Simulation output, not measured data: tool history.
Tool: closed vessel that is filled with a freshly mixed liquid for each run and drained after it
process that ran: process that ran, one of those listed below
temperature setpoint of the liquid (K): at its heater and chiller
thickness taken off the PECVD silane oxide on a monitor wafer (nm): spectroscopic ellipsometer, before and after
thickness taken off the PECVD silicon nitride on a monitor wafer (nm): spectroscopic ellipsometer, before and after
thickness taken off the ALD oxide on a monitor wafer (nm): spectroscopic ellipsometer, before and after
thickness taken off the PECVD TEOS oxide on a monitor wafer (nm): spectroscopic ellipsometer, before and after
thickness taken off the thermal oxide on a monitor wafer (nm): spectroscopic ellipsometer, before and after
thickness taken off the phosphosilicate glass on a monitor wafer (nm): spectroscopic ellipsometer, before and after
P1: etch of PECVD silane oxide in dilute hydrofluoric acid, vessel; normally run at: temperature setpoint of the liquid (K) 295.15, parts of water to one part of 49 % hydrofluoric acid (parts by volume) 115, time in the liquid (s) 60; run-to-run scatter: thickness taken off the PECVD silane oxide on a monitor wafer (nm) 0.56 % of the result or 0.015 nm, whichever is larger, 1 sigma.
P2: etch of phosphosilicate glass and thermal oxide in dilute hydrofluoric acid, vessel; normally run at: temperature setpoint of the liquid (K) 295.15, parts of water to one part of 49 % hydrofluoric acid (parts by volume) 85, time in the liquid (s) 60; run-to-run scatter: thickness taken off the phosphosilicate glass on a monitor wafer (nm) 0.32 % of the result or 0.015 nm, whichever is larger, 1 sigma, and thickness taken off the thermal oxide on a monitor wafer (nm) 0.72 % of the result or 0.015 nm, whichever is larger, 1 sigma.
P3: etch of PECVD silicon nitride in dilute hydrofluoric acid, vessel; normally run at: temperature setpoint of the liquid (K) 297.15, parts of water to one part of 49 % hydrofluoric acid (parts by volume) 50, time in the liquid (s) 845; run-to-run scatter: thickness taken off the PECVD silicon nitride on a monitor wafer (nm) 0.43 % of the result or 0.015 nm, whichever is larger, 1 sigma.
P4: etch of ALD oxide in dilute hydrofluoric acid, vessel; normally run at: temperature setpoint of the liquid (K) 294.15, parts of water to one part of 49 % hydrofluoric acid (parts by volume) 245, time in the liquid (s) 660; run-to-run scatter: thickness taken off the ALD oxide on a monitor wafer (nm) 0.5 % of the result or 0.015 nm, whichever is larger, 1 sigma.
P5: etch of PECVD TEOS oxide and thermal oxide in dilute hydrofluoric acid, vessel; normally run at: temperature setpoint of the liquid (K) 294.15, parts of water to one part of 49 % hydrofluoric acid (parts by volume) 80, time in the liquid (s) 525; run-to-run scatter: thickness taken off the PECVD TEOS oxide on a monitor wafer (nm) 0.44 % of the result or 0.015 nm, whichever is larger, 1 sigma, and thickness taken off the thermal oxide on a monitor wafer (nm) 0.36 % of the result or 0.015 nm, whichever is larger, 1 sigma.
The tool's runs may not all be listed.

run	hour	process that ran	temperature setpoint of the liquid (K)	parts of water to one part of 49 % hydrofluoric acid (parts by volume)	time in the liquid (s)	hours since the thermometer was replaced	hours since the hydrofluoric acid flow meter was replaced	thickness taken off the PECVD silane oxide on a monitor wafer (nm)	thickness taken off the PECVD silicon nitride on a monitor wafer (nm)	thickness taken off the ALD oxide on a monitor wafer (nm)	thickness taken off the PECVD TEOS oxide on a monitor wafer (nm)	thickness taken off the thermal oxide on a monitor wafer (nm)	thickness taken off the phosphosilicate glass on a monitor wafer (nm)
1	12.6	P1	295.15	115	60	777.2	527.5	17.899					
2	27.9	P1	299.65	55	60	792.5	542.8	47.783					
3	38.1	P3	297.15	50	75	802.7	553		4.5066				
4	52.7	P4	294.15	245	1260	817.3	567.6			75.366			
5	66.3	P3	297.15	50	845	830.9	581.2		50.365				
6	76.2	P3	297.15	20	845	840.8	591.1		122.01				
7	91	P5	294.15	80	900	855.6	605.9				89.288	50.664	
8	105.4	P2	295.15	45	60	870	620.3					6.1423	221.71
9	118	P1	295.15	115	60	882.6	632.9	17.553					
10	130.2	P1	295.15	115	60	894.8	645.1	17.689					
11	140.1	P5	294.15	140	525	904.7	655				27.747	15.858	
12	153.2	P1	295.15	115	105	917.8	668.1	30.882					
# hour 154.9: thermometer replaced
13	160.7	P1	295.15	115	30	5.9	675.6	8.8217					
# hour 163.9: hydrofluoric acid flow meter replaced
14	174.6	P3	301.65	50	845	19.8	10.7		68.623				
15	190.4	P5	290.15	80	525	35.6	26.5				44.088	25.179	
16	203.2	P1	295.15	115	60	48.4	39.3	17.801					
17	212.2	P1	295.15	65	60	57.4	48.3	32.975					
18	219.9	P4	294.15	245	660	65.1	56			39.554			
19	230	P2	295.15	85	30	75.2	66.1					1.5608	55.557
20	240.8	P1	300.15	115	60	86	76.9	21.373					
21	253.9	P4	299.15	245	660	99.1	90			47.272			
22	261.3	P1	290.15	115	60	106.5	97.4	14.298					
23	273.5	P5	294.15	80	525	118.7	109.6				51.944	29.554	
24	289.3	P2	300.65	85	60	134.5	125.4					3.8989	139.25
25	300.7	P1	295.15	210	60	145.9	136.8	8.7373					
26	310.7	P4	294.15	245	660	155.9	146.8			39.478			
27	323.7	P4	294.15	365	660	168.9	159.8			23.556			
28	334.6	P5	294.15	80	525	179.8	170.7				51.843	29.574	
29	348.4	P2	295.15	85	60	193.6	184.5					3.1121	111.36
30	357	P1	295.15	115	60	202.2	193.1	17.838					
31	370.8	P1	295.15	115	60	216	206.9	17.204					
32	383.9	P1	295.15	115	60	229.1	220	16.921					
33	395.2	P1	295.15	115	60	240.4	231.3	16.896					
34	409.6	P1	295.15	115	60	254.8	245.7	16.657					
35	423.9	P1	295.15	115	60	269.1	260	16.58					
36	433.9	P1	295.15	115	60	279.1	270	16.54					
37	448.8	P1	295.15	115	60	294	284.9	16.585					
38	460.4	P1	295.15	115	60	305.6	296.5	16.574					
39	470.3	P1	295.15	115	60	315.5	306.4	16.499					
40	483.7	P1	295.15	115	60	328.9	319.8	16.565					

What P1 gives has crept away from where it was. These 2 causes fit the log equally well, each at the size given:
A: liquid colder than its thermometer reads (K) = 1.71
B: hydrofluoric acid flow below the setpoint (%) = 5.86
The creep began at about hour 357.

4 check runs are offered, one wafer each, their results left as question marks. Which one tells the causes apart?
check 1	497.1	P3	297.15	50	845				?				
check 2	497.1	P5	294.15	80	525						?	?	
check 3	497.1	P4	294.15	245	660					?			
check 4	497.1	P2	295.15	85	60							?	?

What each check would give under each cause:
check	result	if A	if B
check 1	thickness taken off the PECVD silicon nitride on a monitor wafer (nm)	45.226	47.877
check 2	thickness taken off the PECVD TEOS oxide on a monitor wafer (nm)	48.412	48.647
check 2	thickness taken off the thermal oxide on a monitor wafer (nm)	27.574	27.708
check 3	thickness taken off the ALD oxide on a monitor wafer (nm)	36.858	36.467
check 4	thickness taken off the thermal oxide on a monitor wafer (nm)	2.9116	2.9219
check 4	thickness taken off the phosphosilicate glass on a monitor wafer (nm)	103.99	104.36
How far apart the two closest causes lie, in the result that separates them most: check 1 5.7 %; check 2 0.48 %; check 3 1.07 %; check 4 0.35 %
Only check 1 tells the causes apart: in the others they would give nearly the same result.

Check 1 was then run and gave: thickness taken off the PECVD silicon nitride on a monitor wafer (nm) 47.707. Which cause is it?

It is B: hydrofluoric acid flow below the setpoint (%).

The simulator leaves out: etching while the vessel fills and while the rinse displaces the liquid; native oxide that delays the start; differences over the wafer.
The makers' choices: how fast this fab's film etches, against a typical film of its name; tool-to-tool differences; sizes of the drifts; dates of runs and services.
